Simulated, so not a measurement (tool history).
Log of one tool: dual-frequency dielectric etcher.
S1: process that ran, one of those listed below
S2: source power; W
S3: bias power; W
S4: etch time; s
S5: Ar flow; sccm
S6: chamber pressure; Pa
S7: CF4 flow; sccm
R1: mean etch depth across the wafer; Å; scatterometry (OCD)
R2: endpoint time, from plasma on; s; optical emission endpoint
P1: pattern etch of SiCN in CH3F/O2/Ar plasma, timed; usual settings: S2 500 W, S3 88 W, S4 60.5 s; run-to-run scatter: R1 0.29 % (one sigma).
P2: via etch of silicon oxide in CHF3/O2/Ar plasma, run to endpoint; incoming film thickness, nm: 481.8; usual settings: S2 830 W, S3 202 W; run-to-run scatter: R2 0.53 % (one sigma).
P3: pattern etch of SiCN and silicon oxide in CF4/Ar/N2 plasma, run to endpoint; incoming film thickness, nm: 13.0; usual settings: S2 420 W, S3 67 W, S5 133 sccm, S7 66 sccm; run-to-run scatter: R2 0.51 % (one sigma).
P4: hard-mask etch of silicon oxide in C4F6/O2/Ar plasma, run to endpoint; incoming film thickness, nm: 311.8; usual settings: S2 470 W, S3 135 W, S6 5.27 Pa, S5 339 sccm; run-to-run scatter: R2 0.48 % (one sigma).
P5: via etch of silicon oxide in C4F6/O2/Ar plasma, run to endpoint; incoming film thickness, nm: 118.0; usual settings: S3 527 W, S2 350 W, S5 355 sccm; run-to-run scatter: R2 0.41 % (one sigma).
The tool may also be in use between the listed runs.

Run 1, day 0.600: S1 P1, S2 500 W, S3 88 W, S4 60.5 s. Result: R1 262.50 Å.
Run 2, day 1.025: S1 P5, S2 350 W, S3 310 W, S5 355 sccm. Result: R2 34.501 s.
Run 3, day 1.408: S1 P5, S2 350 W, S3 527 W, S5 355 sccm. Result: R2 28.306 s.
Run 4, day 1.867: S1 P4, S2 470 W, S3 135 W, S5 339 sccm, S6 6.40 Pa. Result: R2 109.440 s.
Run 5, day 2.462: S1 P1, S2 500 W, S3 119 W, S4 60.5 s. Result: R1 292.72 Å.
Run 6, day 2.904: S1 P2, S2 830 W, S3 202 W. Result: R2 211.780 s.
Run 7, day 3.262: S1 P1, S2 500 W, S3 88 W, S4 60.5 s. Result: R1 261.82 Å.
Run 8, day 3.654: S1 P4, S2 470 W, S3 135 W, S5 339 sccm, S6 5.27 Pa. Result: R2 107.910 s.
Run 9, day 4.392: S1 P1, S2 500 W, S3 53 W, S4 60.5 s. Result: R1 220.11 Å.
Run 10, day 4.850: S1 P4, S2 310 W, S3 135 W, S5 339 sccm, S6 5.27 Pa. Result: R2 126.850 s.
Run 11, day 5.254: S1 P3, S2 420 W, S3 67 W, S5 133 sccm, S7 45 sccm. Result: R2 18.365 s.
Run 12, day 5.675: S1 P5, S2 350 W, S3 527 W, S5 460 sccm. Result: R2 29.213 s.
Run 13, day 6.062: S1 P1, S2 400 W, S3 114 W, S4 60.5 s. Result: R1 266.41 Å.
Run 14, day 6.521: S1 P1, S2 500 W, S3 88 W, S4 60.5 s. Result: R1 262.62 Å.
Run 15, day 7.129: S1 P3, S2 420 W, S3 53 W, S5 133 sccm, S7 66 sccm. Result: R2 18.733 s.
Run 16, day 7.517: S1 P3, S2 570 W, S3 67 W, S5 133 sccm, S7 66 sccm. Result: R2 13.106 s.
Run 17, day 8.225: S1 P1, S2 500 W, S3 88 W, S4 88.0 s. Result: R1 381.42 Å.
Run 18, day 8.967: S1 P1, S2 360 W, S3 88 W, S4 60.5 s. Result: R1 232.57 Å.
Run 19, day 9.321: S1 P1, S2 500 W, S3 88 W, S4 60.5 s. Result: R1 262.86 Å.
Run 20, day 9.821: S1 P2, S2 1070 W, S3 202 W. Result: R2 191.870 s.
Run 21, day 10.383: S1 P4, S2 470 W, S3 181 W, S5 339 sccm, S6 5.27 Pa. Result: R2 98.465 s.
Run 22, day 10.862: S1 P3, S2 420 W, S3 67 W, S5 133 sccm, S7 66 sccm. Result: R2 17.163 s.
Run 23, day 11.400: S1 P4, S2 470 W, S3 135 W, S5 260 sccm, S6 5.27 Pa. Result: R2 104.870 s.
Run 24, day 11.833: S1 P2, S2 830 W, S3 280 W. Result: R2 189.060 s.
Run 25, day 12.238: S1 P3, S2 420 W, S3 67 W, S5 81 sccm, S7 66 sccm. Result: R2 15.708 s.
Run 26, day 12.804: S1 P1, S2 640 W, S3 88 W, S4 60.5 s. Result: R1 288.24 Å.
Run 27, day 13.400: S1 P5, S2 220 W, S3 527 W, S5 355 sccm. Result: R2 33.658 s.
Run 28, day 13.850: S1 P1, S2 500 W, S3 88 W, S4 33.5 s. Result: R1 145.50 Å.
Run 29, day 14.321: S1 P4, S2 470 W, S3 135 W, S5 339 sccm, S6 5.27 Pa. Result: R2 108.450 s.
Run 30, day 14.792: S1 P1, S2 500 W, S3 88 W, S4 60.5 s. Result: R1 262.26 Å.
Run 31, day 15.275: S1 P1, S2 500 W, S3 88 W, S4 60.5 s. Result: R1 263.02 Å.
Run 32, day 16.008: S1 P1, S2 500 W, S3 88 W, S4 60.5 s. Result: R1 265.69 Å.
Run 33, day 16.750: S1 P1, S2 500 W, S3 88 W, S4 60.5 s. Result: R1 265.89 Å.
Run 34, day 17.492: S1 P1, S2 500 W, S3 88 W, S4 60.5 s. Result: R1 267.41 Å.
At day 17.717: wet clean of the chamber.
Run 35, day 18.150: S1 P1, S2 500 W, S3 88 W, S4 60.5 s. Result: R1 266.11 Å.
Run 36, day 18.575: S1 P1, S2 500 W, S3 88 W, S4 60.5 s. Result: R1 265.94 Å.
Run 37, day 19.100: S1 P1, S2 500 W, S3 88 W, S4 60.5 s. Result: R1 267.58 Å.

What P1 gives has crept away from where it was. These 2 causes fit the log equally well, each at the size given:
A: bias power that arrives over what is set, % = 4.09
B: source power that arrives over what is set, % = 3.99
The creep began at about day 15.275.
Why every other cause is out:
chamber walls in a state that raises the etch rate, %: serviced at day 17.717, which brought nothing back

4 check runs are offered, each on 5 wafers whose results are averaged, their results left as question marks. Which one tells the causes apart?
Run check 1, day 19.625: S1 P3, S2 570 W, S3 67 W, S5 133 sccm, S7 66 sccm. Result: R2 ?.
Run check 2, day 19.625: S1 P2, S2 830 W, S3 275 W. Result: R2 ?.
Run check 3, day 19.625: S1 P4, S2 340 W, S3 160 W, S5 339 sccm, S6 5.27 Pa. Result: R2 ?.
Run check 4, day 19.625: S1 P5, S2 350 W, S3 527 W, S5 457 sccm. Result: R2 ?.

What each check would give under each cause:
  check  result     if A     if B
check 1      R2   12.935   12.672
check 2      R2  186.730  186.660
check 3      R2  114.900  114.580
check 4      R2   28.818   28.843
How far apart the two closest causes lie, in the result that separates them most: check 1 2.05 %; check 2 0.04 %; check 3 0.28 %; check 4 0.09 %
Only check 1 tells the causes apart: in the others they would give nearly the same result.

Check 1 was then run and gave: R2 12.961 s. Which cause is it?

It is A: bias power that arrives over what is set, %.

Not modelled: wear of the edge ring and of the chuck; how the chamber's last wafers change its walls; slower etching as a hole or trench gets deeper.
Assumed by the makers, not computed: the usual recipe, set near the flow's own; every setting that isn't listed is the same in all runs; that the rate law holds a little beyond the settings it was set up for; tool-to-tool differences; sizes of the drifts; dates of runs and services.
